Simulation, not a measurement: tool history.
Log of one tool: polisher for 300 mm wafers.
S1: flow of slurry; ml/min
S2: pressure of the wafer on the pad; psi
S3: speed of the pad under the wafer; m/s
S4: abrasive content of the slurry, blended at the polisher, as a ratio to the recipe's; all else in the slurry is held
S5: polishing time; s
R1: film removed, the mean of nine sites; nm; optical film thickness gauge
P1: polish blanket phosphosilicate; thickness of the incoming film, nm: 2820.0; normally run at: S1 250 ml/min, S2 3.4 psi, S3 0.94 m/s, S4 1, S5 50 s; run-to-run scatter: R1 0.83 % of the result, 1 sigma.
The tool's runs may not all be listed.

| run | hour | S1 | S2 | S3 | S4 | S5 | R1 |
|---|---|---|---|---|---|---|---|
| 1 | 9.2 | 250 | 3.4 | 0.94 | 1 | 50 | 517.08 |
| 2 | 21.5 | 250 | 3.4 | 0.94 | 0.55 | 70 | 531.42 |
| 3 | 37.5 | 175 | 3.4 | 0.94 | 1 | 50 | 492.74 |
| 4 | 49.5 | 250 | 3.4 | 0.46 | 1 | 50 | 293.84 |
| 5 | 64.9 | 250 | 3.4 | 0.94 | 1 | 50 | 524.62 |
| 6 | 76.5 | 250 | 1.5 | 0.94 | 1 | 50 | 227.47 |
| 7 | 88.7 | 250 | 5.2 | 0.94 | 1 | 50 | 801.33 |
| 8 | 101.5 | 380 | 1.9 | 0.94 | 1 | 50 | 304.18 |
| 9 | 109.4 | 400 | 3.4 | 0.94 | 1 | 50 | 534.88 |
|  | 115.5 | slurry nozzle cleaned |
| 10 | 122.2 | 250 | 3.4 | 0.94 | 1 | 71 | 734.38 |
| 11 | 134 | 370 | 3.4 | 0.94 | 1 | 74 | 783.96 |
| 12 | 143.7 | 250 | 3.4 | 0.94 | 1 | 24 | 252.48 |
| 13 | 160.3 | 250 | 3.4 | 0.94 | 1 | 50 | 518.08 |
| 14 | 176.7 | 250 | 3.4 | 1.38 | 1 | 50 | 703.92 |
| 15 | 185.6 | 250 | 3.4 | 0.94 | 1 | 50 | 519.36 |
| 16 | 199.1 | 250 | 3.4 | 0.94 | 1 | 50 | 526.52 |
| 17 | 215.6 | 250 | 3.4 | 0.94 | 0.75 | 50 | 445.99 |
| 18 | 232.2 | 250 | 3.4 | 0.94 | 1.45 | 50 | 607.35 |
| 19 | 243.4 | 250 | 3.4 | 0.94 | 1 | 50 | 508.91 |
| 20 | 256.6 | 250 | 3.4 | 0.94 | 1 | 50 | 517.15 |
| 21 | 267 | 250 | 3.4 | 0.94 | 1 | 50 | 478.45 |
| 22 | 280.1 | 250 | 3.4 | 0.94 | 1 | 50 | 462.22 |
| 23 | 291.2 | 250 | 3.4 | 0.94 | 1 | 50 | 449.07 |
| 24 | 300.6 | 250 | 3.4 | 0.94 | 1 | 50 | 445.15 |
|  | 302.5 | conditioning disc replaced and pad reconditioned |
|  | 307.5 | head pressure recalibrated |
| 25 | 309.4 | 250 | 3.4 | 0.94 | 1 | 50 | 449.7 |
| 26 | 318 | 250 | 3.4 | 0.94 | 1 | 50 | 449.47 |
| 27 | 325.8 | 250 | 3.4 | 0.94 | 1 | 50 | 451.24 |

What P1 gives has crept away from where it was. These 2 causes fit the log equally well, each at the size given:
A: abrasive missing from the slurry, % = 25.9
B: removal rate lost through wear of the pad, % = 13.7
The creep began at about hour 256.6.
Why every other cause is out:
slurry flow missing at the pad, %: at most 40, which would move R1 by -6.7 %: too little, or the wrong way
head's pressure below its setpoint, %: serviced at hour 307.5, which brought nothing back
time polished since the conditioner stopped cutting, s: serviced at hour 302.5, which brought nothing back

4 check runs are offered, each on 5 wafers whose results are averaged, their results left as question marks. Which one tells the causes apart?
| check 1 | 333.6 | 250 | 3.4 | 0.94 | 1.45 | 50 | ? |
| check 2 | 333.6 | 385 | 3.4 | 0.94 | 1 | 50 | ? |
| check 3 | 333.6 | 330 | 4.9 | 0.94 | 1 | 50 | ? |
| check 4 | 333.6 | 250 | 1.5 | 1.18 | 1 | 50 | ? |

What each check would give under each cause:
| check | result | if A | if B |
|---|---|---|---|
| check 1 | R1 | 534.18 | 519.8 |
| check 2 | R1 | 463.43 | 463.49 |
| check 3 | R1 | 660.19 | 660.26 |
| check 4 | R1 | 236.25 | 236.27 |
How far apart the two closest causes lie, in the result that separates them most: check 1 2.73 %; check 2 0.01 %; check 3 0.01 %; check 4 0.01 %
Check 1 tells the causes apart: in the others they would give nearly the same result.

Check 1 was then run and gave: R1 522.59 nm. Which cause is it?

It is B: removal rate lost through wear of the pad, %.
